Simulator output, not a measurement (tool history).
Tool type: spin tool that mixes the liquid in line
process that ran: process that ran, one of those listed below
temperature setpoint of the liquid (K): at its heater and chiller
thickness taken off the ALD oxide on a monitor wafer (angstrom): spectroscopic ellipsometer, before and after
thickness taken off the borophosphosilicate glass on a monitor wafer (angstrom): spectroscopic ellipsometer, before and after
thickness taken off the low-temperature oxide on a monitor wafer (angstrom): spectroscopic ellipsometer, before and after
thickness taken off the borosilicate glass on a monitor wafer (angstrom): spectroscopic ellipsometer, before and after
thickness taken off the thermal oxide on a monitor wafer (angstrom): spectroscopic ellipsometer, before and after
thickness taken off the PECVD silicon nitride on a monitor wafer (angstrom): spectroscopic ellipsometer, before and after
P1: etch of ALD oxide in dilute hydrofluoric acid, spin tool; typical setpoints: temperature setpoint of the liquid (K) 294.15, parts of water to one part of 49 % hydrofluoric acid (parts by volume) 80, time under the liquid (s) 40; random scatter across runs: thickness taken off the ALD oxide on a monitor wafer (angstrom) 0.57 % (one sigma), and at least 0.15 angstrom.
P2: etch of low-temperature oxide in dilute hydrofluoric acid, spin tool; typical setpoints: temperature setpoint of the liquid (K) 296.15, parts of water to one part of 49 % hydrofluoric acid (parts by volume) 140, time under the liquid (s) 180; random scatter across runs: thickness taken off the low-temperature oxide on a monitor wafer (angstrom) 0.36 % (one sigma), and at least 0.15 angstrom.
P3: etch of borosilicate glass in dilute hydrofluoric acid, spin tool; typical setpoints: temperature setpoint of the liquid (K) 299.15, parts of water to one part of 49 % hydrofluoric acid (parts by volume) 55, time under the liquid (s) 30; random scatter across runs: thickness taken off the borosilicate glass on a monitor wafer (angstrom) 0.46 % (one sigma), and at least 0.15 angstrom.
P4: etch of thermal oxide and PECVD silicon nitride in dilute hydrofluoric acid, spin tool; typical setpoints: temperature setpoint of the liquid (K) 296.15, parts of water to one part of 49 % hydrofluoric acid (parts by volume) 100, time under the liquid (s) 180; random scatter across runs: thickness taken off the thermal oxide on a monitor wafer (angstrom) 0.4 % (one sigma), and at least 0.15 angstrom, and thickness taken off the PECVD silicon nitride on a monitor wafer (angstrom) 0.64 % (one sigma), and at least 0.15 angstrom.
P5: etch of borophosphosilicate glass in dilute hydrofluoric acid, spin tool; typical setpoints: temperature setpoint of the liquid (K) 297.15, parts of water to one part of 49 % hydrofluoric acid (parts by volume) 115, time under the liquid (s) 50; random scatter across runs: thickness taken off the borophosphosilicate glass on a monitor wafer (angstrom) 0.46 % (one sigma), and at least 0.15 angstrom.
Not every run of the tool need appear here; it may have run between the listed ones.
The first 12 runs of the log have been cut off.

run   hour  process that ran  temperature setpoint of the liquid (K)  parts of water to one part of 49 % hydrofluoric acid (parts by volume)  time under the liquid (s)  hours since the thermometer was replaced  hours since the hydrofluoric acid flow meter was replaced  thickness taken off the ALD oxide on a monitor wafer (angstrom)  thickness taken off the borophosphosilicate glass on a monitor wafer (angstrom)  thickness taken off the low-temperature oxide on a monitor wafer (angstrom)  thickness taken off the borosilicate glass on a monitor wafer (angstrom)  thickness taken off the thermal oxide on a monitor wafer (angstrom)  thickness taken off the PECVD silicon nitride on a monitor wafer (angstrom)
 13  178.4                P1                                  294.15                                                                      80                         40                                     441.8                                                      572.2                                                           53.534
 14  195.7                P4                                  296.15                                                                     100                         55                                     459.1                                                      589.5                                                                                                                                                                                                                                                                                                                                                                        25.833                                                                       12.408
 15  206.8                P1                                  294.15                                                                     130                         40                                     470.2                                                      600.6                                                           31.407
 16  224.5                P3                                  299.15                                                                      55                         30                                     487.9                                                      618.3                                                                                                                                                                                                                                                                                                   147.88
 17  235.2                P5                                  297.15                                                                     115                         50                                     498.6                                                        629                                                                                                                                            176.71
 18  245.9                P5                                  290.15                                                                     115                         50                                     509.3                                                      639.7                                                                                                                                            132.14
 19  264.3                P1                                  299.15                                                                      80                         60                                     527.7                                                      658.1                                                           99.045
 20    280                P4                                  296.15                                                                     165                        180                                     543.4                                                      673.8                                                                                                                                                                                                                                                                                                                                                                         48.19                                                                       24.725
 21    295                P1                                  294.15                                                                      80                         15                                     558.4                                                      688.8                                                           20.273
 22  311.2                P5                                  297.15                                                                     115                         50                                     574.6                                                        705                                                                                                                                            176.19
 23  323.8                P2                                  296.15                                                                     140                         20                                     587.2                                                      717.6                                                                                                                                                                                                                         31.555
 24  334.5                P4                                  296.15                                                                     100                        180                                     597.9                                                      728.3                                                                                                                                                                                                                                                                                                                                                                        84.336                                                                       40.415
 25  349.2                P3                                  306.65                                                                      55                         30                                     612.6                                                        743                                                                                                                                                                                                                                                                                                   197.76
 26  361.3                P1                                  298.15                                                                      30                         40                                     624.7                                                      755.1                                                           179.66
 27  374.4                P4                                  290.15                                                                     100                        180                                     637.8                                                      768.2                                                                                                                                                                                                                                                                                                                                                                        66.611                                                                       26.658
 28  383.5                P2                                  296.15                                                                      60                        180                                     646.9                                                      777.3                                                                                                                                                                                                                          735.6
 29  401.1                P1                                  302.15                                                                      80                         40                                     664.5                                                      794.9                                                            73.42
 30  409.7                P3                                  299.15                                                                      55                         30                                     673.1                                                      803.5                                                                                                                                                                                                                                                                                                   146.76
 31  428.8                P2                                  296.15                                                                     140                        180                                     692.2                                                      822.6                                                                                                                                                                                                                          285.5
 32  442.2                P1                                  294.15                                                                      25                         40                                     705.6                                                        836                                                           183.03
 33  452.1                P1                                  294.15                                                                      80                         40                                     715.5                                                      845.9                                                            53.88
 34  468.5                P1                                  294.15                                                                      80                         40                                     731.9                                                      862.3                                                           53.751
 35    478                P1                                  294.15                                                                      80                         40                                     741.4                                                      871.8                                                           53.232

What does the tool deliver on the next run?
 36  486.8                P1                                  294.15                                                                      80                         40                                     750.2                                                      880.6                                                                ?

{"run 36": {"thickness taken off the ALD oxide on a monitor wafer (angstrom)": 51.834}}

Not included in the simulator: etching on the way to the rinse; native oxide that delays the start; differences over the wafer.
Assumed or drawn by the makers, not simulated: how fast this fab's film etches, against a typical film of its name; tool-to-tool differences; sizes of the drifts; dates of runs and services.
